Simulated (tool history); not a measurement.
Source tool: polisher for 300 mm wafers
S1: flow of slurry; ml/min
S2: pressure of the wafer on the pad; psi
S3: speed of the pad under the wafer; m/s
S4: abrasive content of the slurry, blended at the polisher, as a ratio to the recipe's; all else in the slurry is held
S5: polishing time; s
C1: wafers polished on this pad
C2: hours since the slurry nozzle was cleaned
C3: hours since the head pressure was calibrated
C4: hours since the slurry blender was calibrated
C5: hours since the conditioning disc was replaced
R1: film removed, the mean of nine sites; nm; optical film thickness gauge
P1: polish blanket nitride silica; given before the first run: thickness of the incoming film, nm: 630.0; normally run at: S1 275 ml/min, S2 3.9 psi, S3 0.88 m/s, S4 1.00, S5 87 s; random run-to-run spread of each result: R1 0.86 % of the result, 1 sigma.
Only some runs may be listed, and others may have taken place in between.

run 1 hour=11.5 | S1=275 S2=3.9 S3=0.88 S4=1.00 S5=87 | C1=530 C2=78.7 C3=536.4 C4=100.5 C5=91.2 | R1=58.572
run 2 hour=26.7 | S1=275 S2=3.9 S3=0.88 S4=1.00 S5=87 | C1=682 C2=93.9 C3=551.6 C4=115.7 C5=106.4 | R1=58.576
run 3 hour=37.5 | S1=275 S2=3.9 S3=0.88 S4=1.00 S5=87 | C1=790 C2=104.7 C3=562.4 C4=126.5 C5=117.2 | R1=58.006
run 4 hour=48.1 | S1=275 S2=3.9 S3=1.30 S4=1.00 S5=87 | C1=895 C2=115.3 C3=573.0 C4=137.1 C5=127.8 | R1=78.732
run 5 hour=56.8 | S1=275 S2=3.9 S3=0.46 S4=1.00 S5=116 | C1=982 C2=124.0 C3=581.7 C4=145.8 C5=136.5 | R1=46.718
run 6 hour=66.2 | S1=165 S2=3.9 S3=0.88 S4=1.00 S5=87 | C1=1076 C2=133.4 C3=591.1 C4=155.2 C5=145.9 | R1=54.536
run 7 hour=83.0 | S1=275 S2=3.9 S3=0.56 S4=1.00 S5=87 | C1=1244 C2=150.2 C3=607.9 C4=172.0 C5=162.7 | R1=40.264
run 8 hour=95.0 | S1=275 S2=3.9 S3=0.88 S4=1.00 S5=87 | C1=1363 C2=162.2 C3=619.9 C4=184.0 C5=174.7 | R1=57.907
run 9 hour=108.7 | S1=275 S2=6.1 S3=0.88 S4=1.00 S5=87 | C1=1500 C2=175.9 C3=633.6 C4=197.7 C5=188.4 | R1=90.666
run 10 hour=124.1 | S1=275 S2=2.3 S3=0.88 S4=1.00 S5=87 | C1=1654 C2=191.3 C3=649.0 C4=213.1 C5=203.8 | R1=33.847
run 11 hour=134.4 | S1=275 S2=3.9 S3=0.88 S4=1.00 S5=87 | C1=1756 C2=201.6 C3=659.3 C4=223.4 C5=214.1 | R1=57.334
run 12 hour=152.6 | S1=275 S2=3.9 S3=0.88 S4=0.60 S5=87 | C1=1938 C2=219.8 C3=677.5 C4=241.6 C5=232.3 | R1=43.883
run 13 hour=165.2 | S1=410 S2=3.9 S3=0.88 S4=1.00 S5=87 | C1=2064 C2=232.4 C3=690.1 C4=254.2 C5=244.9 | R1=59.369
run 14 hour=181.2 | S1=275 S2=3.9 S3=0.88 S4=1.00 S5=87 | C1=2223 C2=248.4 C3=706.1 C4=270.2 C5=260.9 | R1=58.182
run 15 hour=194.1 | S1=275 S2=3.9 S3=0.88 S4=1.00 S5=137 | C1=2352 C2=261.3 C3=719.0 C4=283.1 C5=273.8 | R1=90.410
run 16 hour=210.2 | S1=275 S2=3.9 S3=0.88 S4=1.35 S5=87 | C1=2513 C2=277.4 C3=735.1 C4=299.2 C5=289.9 | R1=65.940
run 17 hour=226.8 | S1=275 S2=3.9 S3=0.88 S4=1.00 S5=43 | C1=2678 C2=294.0 C3=751.7 C4=315.8 C5=306.5 | R1=28.840
run 18 hour=237.9 | S1=275 S2=3.9 S3=0.88 S4=1.00 S5=87 | C1=2789 C2=305.1 C3=762.8 C4=326.9 C5=317.6 | R1=57.944
run 19 hour=250.2 | S1=275 S2=3.9 S3=0.88 S4=1.00 S5=87 | C1=2912 C2=317.4 C3=775.1 C4=339.2 C5=329.9 | R1=55.416
run 20 hour=266.6 | S1=275 S2=3.9 S3=0.88 S4=1.00 S5=87 | C1=3075 C2=333.8 C3=791.5 C4=355.6 C5=346.3 | R1=53.092
run 21 hour=279.3 | S1=275 S2=3.9 S3=0.88 S4=1.00 S5=87 | C1=3202 C2=346.5 C3=804.2 C4=368.3 C5=359.0 | R1=53.024
run 22 hour=290.2 | S1=275 S2=3.9 S3=0.88 S4=1.00 S5=87 | C1=3311 C2=357.4 C3=815.1 C4=379.2 C5=369.9 | R1=51.331
-- hour=292.5 worn pad replaced by a new one
run 23 hour=300.2 | S1=275 S2=3.9 S3=0.88 S4=1.00 S5=87 | C1=77 C2=367.4 C3=825.1 C4=389.2 C5=379.9 | R1=51.799
-- hour=301.3 conditioning disc replaced and pad reconditioned
run 24 hour=314.7 | S1=275 S2=3.9 S3=0.88 S4=1.00 S5=87 | C1=222 C2=381.9 C3=839.6 C4=403.7 C5=13.5 | R1=52.284
-- hour=318.5 slurry nozzle cleaned
run 25 hour=332.5 | S1=275 S2=3.9 S3=0.88 S4=1.00 S5=87 | C1=399 C2=14.0 C3=857.4 C4=421.5 C5=31.3 | R1=51.342
run 26 hour=348.7 | S1=275 S2=3.9 S3=0.88 S4=1.00 S5=87 | C1=561 C2=30.2 C3=873.6 C4=437.7 C5=47.5 | R1=51.400

The log shows P1 creeping away from where it was. Any of the 2 causes listed here, at the size stated for it, fits the log just as well as the others:
A: abrasive missing from the slurry, % = 21.9
B: head's pressure below its setpoint, % = 11.3
The drift started at roughly hour 237.9.
All other causes, with the reason each is excluded:
removal rate lost through wear of the pad, %: was serviced at hour 292.5, once the creep was under way, yet the earlier output never came back
slurry flow missing at the pad, %: was serviced at hour 318.5, once the creep was under way, yet the earlier output never came back
time polished since the conditioner stopped cutting, s: was serviced at hour 301.3, once the creep was under way, yet the earlier output never came back

Which of the 4 check runs listed below, each an average over 5 wafers with its results shown as question marks, gives clearly different results under the different listed causes?
run check 1 hour=364.9 | S1=165 S2=3.9 S3=0.88 S4=1.00 S5=59 | R1=?
run check 2 hour=364.9 | S1=275 S2=3.9 S3=0.68 S4=1.00 S5=133 | R1=?
run check 3 hour=364.9 | S1=275 S2=3.9 S3=0.88 S4=0.60 S5=87 | R1=?
run check 4 hour=364.9 | S1=330 S2=5.8 S3=0.88 S4=1.00 S5=87 | R1=?

Predicted outcomes, by check and by cause:
check=check_1 result=R1 if_A=32.627 if_B=32.628
check=check_2 result=R1 if_A=63.774 if_B=63.778
check=check_3 result=R1 if_A=38.146 if_B=39.352
check=check_4 result=R1 if_A=77.498 if_B=77.502
Separation of the two closest causes in each check, using whichever result separates them best: check 1 0.01 %; check 2 0.01 %; check 3 3.11 %; check 4 0.01 %
Only check 3 tells the causes apart: in the others they would give nearly the same result.

Here is what check 3 returned: R1 38.057 nm. Which cause is it?

The cause is A: abrasive missing from the slurry, %.

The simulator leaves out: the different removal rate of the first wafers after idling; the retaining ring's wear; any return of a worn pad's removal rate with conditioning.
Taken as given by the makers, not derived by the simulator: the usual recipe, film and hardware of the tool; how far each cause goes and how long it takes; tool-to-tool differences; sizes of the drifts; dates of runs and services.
